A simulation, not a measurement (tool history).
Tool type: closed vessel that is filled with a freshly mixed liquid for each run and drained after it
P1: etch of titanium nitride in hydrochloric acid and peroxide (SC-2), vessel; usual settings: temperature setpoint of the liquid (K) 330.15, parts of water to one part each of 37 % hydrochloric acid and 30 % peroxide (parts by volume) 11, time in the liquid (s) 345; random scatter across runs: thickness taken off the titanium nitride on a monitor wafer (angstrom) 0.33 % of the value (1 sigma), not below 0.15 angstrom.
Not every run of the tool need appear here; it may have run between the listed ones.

run	hour	temperature setpoint of the liquid (K)	parts of water to one part each of 37 % hydrochloric acid and 30 % peroxide (parts by volume)	time in the liquid (s)	hours since the thermometer was replaced	hours since the chemicals flow meter was replaced	hours since the drum of peroxide was connected	thickness taken off the titanium nitride on a monitor wafer (angstrom)
1	7.5	330.15	11	345	478.8	1267.7	171.0	123.750
2	13.0	318.65	11	345	484.3	1273.2	176.5	57.864
3	21.5	330.15	11	345	492.8	1281.7	185.0	123.180
4	27.2	323.15	11	175	498.5	1287.4	190.7	39.886
5	33.5	345.15	11	345	504.8	1293.7	197.0	309.550
6	38.9	330.15	20	345	510.2	1299.1	202.4	73.764
7	43.7	330.15	11	115	515.0	1303.9	207.2	40.893
8	52.1	330.15	11	345	523.4	1312.3	215.6	123.720
9	56.8	330.15	11	345	528.1	1317.0	220.3	124.610
10	63.0	330.15	11	345	534.3	1323.2	226.5	124.260
11	71.2	330.15	11	345	542.5	1331.4	234.7	124.140
12	78.6	330.15	4	345	549.9	1338.8	242.1	268.530
13	82.6	330.15	11	530	553.9	1342.8	246.1	189.150
14	89.4	318.15	11	550	560.7	1349.6	252.9	89.079
15	94.6	330.15	11	345	565.9	1354.8	258.1	123.670
16	101.7	330.15	11	345	573.0	1361.9	265.2	127.630
17	109.8	330.15	11	345	581.1	1370.0	273.3	131.510
18	114.3	330.15	11	345	585.6	1374.5	277.8	131.850
19	118.5	330.15	11	345	589.8	1378.7	282.0	133.220
20	123.0	330.15	11	345	594.3	1383.2	286.5	132.580
21	128.9	330.15	11	345	600.2	1389.1	292.4	132.880
22	137.0	330.15	11	345	608.3	1397.2	300.5	133.560
23	141.1	330.15	11	345	612.4	1401.3	304.6	133.450
24	148.2	330.15	11	345	619.5	1408.4	311.7	132.910

What P1 gives has crept off from where it sat before. The 2 causes that follow fit the log equally well, each at the size noted:
A: chemicals flow above the setpoint (%) = 9.85
B: liquid hotter than its thermometer reads (K) = 1.25
The gradual shift began around hour 94.6.
Each remaining cause and why it is not a fit:
peroxide weaker than its label (%): can reach only 8, and even then thickness taken off the titanium nitride on a monitor wafer (angstrom) would move by -7.4 %, too little or the wrong way

4 check runs are offered, each on 2 wafers whose results are averaged, their results left as question marks. Which one tells the causes apart?
check 1	155.3	330.15	19.5	505				?
check 2	155.3	319.15	4.0	345				?
check 3	155.3	340.15	11.0	345				?
check 4	155.3	344.65	11.0	145				?

Expected result of each check under each candidate cause:
check	result	if A	if B
check 1	thickness taken off the titanium nitride on a monitor wafer (angstrom)	119.260	118.630
check 2	thickness taken off the titanium nitride on a monitor wafer (angstrom)	137.900	141.170
check 3	thickness taken off the titanium nitride on a monitor wafer (angstrom)	248.990	248.020
check 4	thickness taken off the titanium nitride on a monitor wafer (angstrom)	136.710	135.910
Smallest distance between any two causes, each pair judged by its most separating result, in per cent: check 1 0.53 %; check 2 2.34 %; check 3 0.39 %; check 4 0.59 %
The causes can be told apart only by check 2. The other checks would give nearly the same results under each of them.

Then check 2 was run and gave: thickness taken off the titanium nitride on a monitor wafer (angstrom) 137.530. Which cause is it?

A is the cause: chemicals flow above the setpoint (%).
